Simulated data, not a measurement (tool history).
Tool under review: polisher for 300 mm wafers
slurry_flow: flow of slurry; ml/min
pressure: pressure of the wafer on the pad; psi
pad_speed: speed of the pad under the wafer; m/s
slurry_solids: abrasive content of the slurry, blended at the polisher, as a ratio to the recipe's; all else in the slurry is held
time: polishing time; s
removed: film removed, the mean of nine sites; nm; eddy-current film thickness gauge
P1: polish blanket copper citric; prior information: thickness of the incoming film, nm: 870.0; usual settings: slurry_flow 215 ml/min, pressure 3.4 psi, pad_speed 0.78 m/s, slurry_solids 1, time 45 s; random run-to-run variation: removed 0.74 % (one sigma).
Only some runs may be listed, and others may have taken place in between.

run 1 hour=8.5 | slurry_flow=215 pressure=3.4 pad_speed=0.78 slurry_solids=1 time=45 | removed=73.709
run 2 hour=14.6 | slurry_flow=215 pressure=3.4 pad_speed=0.78 slurry_solids=0.6 time=45 | removed=66.104
run 3 hour=25 | slurry_flow=215 pressure=3.4 pad_speed=0.78 slurry_solids=1.4 time=45 | removed=80.138
run 4 hour=32.4 | slurry_flow=130 pressure=3.4 pad_speed=0.78 slurry_solids=1 time=45 | removed=67.958
run 5 hour=38.8 | slurry_flow=215 pressure=1.6 pad_speed=0.78 slurry_solids=0.6 time=45 | removed=32.846
run 6 hour=51.1 | slurry_flow=215 pressure=3.4 pad_speed=0.78 slurry_solids=1 time=45 | removed=74.603
run 7 hour=59.8 | slurry_flow=215 pressure=3.4 pad_speed=0.78 slurry_solids=1 time=70 | removed=115.55
run 8 hour=69.2 | slurry_flow=215 pressure=3.4 pad_speed=0.36 slurry_solids=1 time=45 | removed=35.09
run 9 hour=78.8 | slurry_flow=215 pressure=3.4 pad_speed=0.78 slurry_solids=1 time=28 | removed=45.985
run 10 hour=87.5 | slurry_flow=215 pressure=3.4 pad_speed=1.22 slurry_solids=1 time=45 | removed=113.78
run 11 hour=96.5 | slurry_flow=215 pressure=3.4 pad_speed=0.78 slurry_solids=1 time=45 | removed=73.63
run 12 hour=107.8 | slurry_flow=215 pressure=3.4 pad_speed=0.78 slurry_solids=1 time=45 | removed=74.573
run 13 hour=118.5 | slurry_flow=325 pressure=3.4 pad_speed=0.78 slurry_solids=1 time=45 | removed=76.639
-- hour=123.4 slurry blender recalibrated
run 14 hour=128.3 | slurry_flow=215 pressure=3.4 pad_speed=0.78 slurry_solids=1 time=45 | removed=74.611
run 15 hour=134.1 | slurry_flow=215 pressure=5.2 pad_speed=0.78 slurry_solids=1 time=45 | removed=111.61
run 16 hour=145.5 | slurry_flow=215 pressure=1.8 pad_speed=0.78 slurry_solids=1 time=45 | removed=39.638
run 17 hour=158.5 | slurry_flow=215 pressure=3.4 pad_speed=0.78 slurry_solids=1 time=45 | removed=74.763
run 18 hour=167.2 | slurry_flow=215 pressure=3.4 pad_speed=0.78 slurry_solids=1 time=45 | removed=72.215
run 19 hour=174.5 | slurry_flow=215 pressure=3.4 pad_speed=0.78 slurry_solids=1 time=45 | removed=71.222
run 20 hour=185 | slurry_flow=215 pressure=3.4 pad_speed=0.78 slurry_solids=1 time=45 | removed=70.799
run 21 hour=196 | slurry_flow=215 pressure=3.4 pad_speed=0.78 slurry_solids=1 time=45 | removed=70.086
run 22 hour=206.2 | slurry_flow=215 pressure=3.4 pad_speed=0.78 slurry_solids=1 time=45 | removed=70.55
-- hour=214.7 head pressure recalibrated
-- hour=214.8 slurry blender recalibrated
run 23 hour=217.2 | slurry_flow=215 pressure=3.4 pad_speed=0.78 slurry_solids=1 time=45 | removed=69.209
run 24 hour=230.4 | slurry_flow=215 pressure=3.4 pad_speed=0.78 slurry_solids=1 time=45 | removed=69.529
run 25 hour=241.2 | slurry_flow=215 pressure=3.4 pad_speed=0.78 slurry_solids=1 time=45 | removed=70.198
run 26 hour=248 | slurry_flow=215 pressure=3.4 pad_speed=0.78 slurry_solids=1 time=45 | removed=69.889

Something has made what P1 gives creep away from where it was; the 2 causes below, each at its own stated size, fit the log equally well:
A: slurry flow missing at the pad, % = 34.5
B: removal rate lost through wear of the pad, % = 6.21
Creep in the process output first set in at about hour 158.5.
Every other cause this tool's parts could produce, and why it does not fit the log:
head's pressure below its setpoint, %: serviced at hour 214.7, after the drift had started, without restoring the earlier output
abrasive missing from the slurry, %: serviced at hour 214.8, after the drift had started, without restoring the earlier output

Which of the check runs below tells the causes apart, meaning the causes would give it clearly different results? Each run uses 5 wafers whose results are averaged, and each result is shown as a question mark.
run check 1 hour=254.8 | slurry_flow=145 pressure=3.4 pad_speed=0.78 slurry_solids=1 time=45 | removed=?
run check 2 hour=254.8 | slurry_flow=215 pressure=3.4 pad_speed=0.78 slurry_solids=0.75 time=45 | removed=?
run check 3 hour=254.8 | slurry_flow=215 pressure=3.4 pad_speed=1.04 slurry_solids=1 time=45 | removed=?
run check 4 hour=254.8 | slurry_flow=215 pressure=3.4 pad_speed=0.78 slurry_solids=0.85 time=45 | removed=?

Expected result of each check under each candidate cause:
check=check_1 result=removed if_A=63.794 if_B=65.584
check=check_2 result=removed if_A=65.47 if_B=65.461
check=check_3 result=removed if_A=92.116 if_B=92.103
check=check_4 result=removed if_A=67.201 if_B=67.191
Per-check spread between the two closest causes, in the result where they differ most: check 1 2.77 %; check 2 0.01 %; check 3 0.01 %; check 4 0.01 %
Only check 1 tells the causes apart: in the others they would give nearly the same result.

With check 1 done, the readings were: removed 63.743 nm. Identify which of the listed causes applies.

A is the cause: slurry flow missing at the pad, %.
